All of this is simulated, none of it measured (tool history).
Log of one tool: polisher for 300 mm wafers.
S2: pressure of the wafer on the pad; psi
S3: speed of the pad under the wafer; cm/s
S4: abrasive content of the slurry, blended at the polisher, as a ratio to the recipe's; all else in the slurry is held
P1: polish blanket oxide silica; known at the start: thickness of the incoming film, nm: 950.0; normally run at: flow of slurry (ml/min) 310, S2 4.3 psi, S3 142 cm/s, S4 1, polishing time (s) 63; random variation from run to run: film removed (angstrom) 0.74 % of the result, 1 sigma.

Run 1, hour 14: flow of slurry (ml/min) 310, S2 4.3 psi, S3 142 cm/s, S4 1, polishing time (s) 63. Result: film removed (angstrom) 2966.
Run 2, hour 28.8: flow of slurry (ml/min) 310, S2 4.3 psi, S3 142 cm/s, S4 0.5, polishing time (s) 63. Result: film removed (angstrom) 2031.8.
Run 3, hour 40: flow of slurry (ml/min) 450, S2 4.3 psi, S3 142 cm/s, S4 1, polishing time (s) 63. Result: film removed (angstrom) 3083.6.
Run 4, hour 57.2: flow of slurry (ml/min) 310, S2 6.4 psi, S3 142 cm/s, S4 1, polishing time (s) 63. Result: film removed (angstrom) 4483.4.
Run 5, hour 71: flow of slurry (ml/min) 310, S2 4.3 psi, S3 142 cm/s, S4 1, polishing time (s) 63. Result: film removed (angstrom) 2966.7.
Run 6, hour 80.6: flow of slurry (ml/min) 310, S2 4.3 psi, S3 222 cm/s, S4 1, polishing time (s) 63. Result: film removed (angstrom) 4295.7.
Run 7, hour 94.2: flow of slurry (ml/min) 310, S2 4.3 psi, S3 84 cm/s, S4 1, polishing time (s) 86. Result: film removed (angstrom) 2643.2.
Run 8, hour 106.9: flow of slurry (ml/min) 310, S2 4.3 psi, S3 142 cm/s, S4 1, polishing time (s) 35. Result: film removed (angstrom) 1669.8.
Run 9, hour 124: flow of slurry (ml/min) 310, S2 4.3 psi, S3 142 cm/s, S4 1, polishing time (s) 63. Result: film removed (angstrom) 2982.5.
Run 10, hour 140.8: flow of slurry (ml/min) 310, S2 5.6 psi, S3 142 cm/s, S4 1.4, polishing time (s) 63. Result: film removed (angstrom) 4437.4.
Run 11, hour 152.4: flow of slurry (ml/min) 310, S2 4.3 psi, S3 142 cm/s, S4 1, polishing time (s) 96. Result: film removed (angstrom) 4506.
Run 12, hour 163.7: flow of slurry (ml/min) 310, S2 2 psi, S3 142 cm/s, S4 1, polishing time (s) 63. Result: film removed (angstrom) 1379.3.
Run 13, hour 172.4: flow of slurry (ml/min) 310, S2 4.3 psi, S3 72 cm/s, S4 1, polishing time (s) 63. Result: film removed (angstrom) 1717.8.
Run 14, hour 188.9: flow of slurry (ml/min) 310, S2 4.3 psi, S3 142 cm/s, S4 1, polishing time (s) 63. Result: film removed (angstrom) 2981.2.
Run 15, hour 205.1: flow of slurry (ml/min) 185, S2 4.3 psi, S3 142 cm/s, S4 1, polishing time (s) 63. Result: film removed (angstrom) 2834.9.
Run 16, hour 221.3: flow of slurry (ml/min) 185, S2 4.3 psi, S3 76 cm/s, S4 1, polishing time (s) 63. Result: film removed (angstrom) 1679.7.
Run 17, hour 236.8: flow of slurry (ml/min) 310, S2 4.3 psi, S3 142 cm/s, S4 1.4, polishing time (s) 63. Result: film removed (angstrom) 3442.8.
Run 18, hour 249.1: flow of slurry (ml/min) 310, S2 4.3 psi, S3 142 cm/s, S4 1, polishing time (s) 63. Result: film removed (angstrom) 2981.2.
Run 19, hour 262: flow of slurry (ml/min) 310, S2 4.3 psi, S3 142 cm/s, S4 1, polishing time (s) 63. Result: film removed (angstrom) 2823.7.
Run 20, hour 273.1: flow of slurry (ml/min) 310, S2 4.3 psi, S3 142 cm/s, S4 1, polishing time (s) 63. Result: film removed (angstrom) 2761.5.
Run 21, hour 283: flow of slurry (ml/min) 310, S2 4.3 psi, S3 142 cm/s, S4 1, polishing time (s) 63. Result: film removed (angstrom) 2711.1.
At hour 288.4: conditioning disc replaced and pad reconditioned.
Run 22, hour 292: flow of slurry (ml/min) 310, S2 4.3 psi, S3 142 cm/s, S4 1, polishing time (s) 63. Result: film removed (angstrom) 2729.3.
At hour 297.7: slurry nozzle cleaned.
Run 23, hour 302: flow of slurry (ml/min) 310, S2 4.3 psi, S3 142 cm/s, S4 1, polishing time (s) 63. Result: film removed (angstrom) 2690.4.
Run 24, hour 316: flow of slurry (ml/min) 310, S2 4.3 psi, S3 142 cm/s, S4 1, polishing time (s) 63. Result: film removed (angstrom) 2665.4.
At hour 316.9: worn pad replaced by a new one.
Run 25, hour 330.1: flow of slurry (ml/min) 310, S2 4.3 psi, S3 142 cm/s, S4 1, polishing time (s) 63. Result: film removed (angstrom) 2696.

Run 26 comes next. What will it give?
Run 26, hour 340.3: flow of slurry (ml/min) 310, S2 4.3 psi, S3 142 cm/s, S4 1, polishing time (s) 63. Result: film removed (angstrom) ?.

{"run 26": {"film removed (angstrom)": 2646.2}}
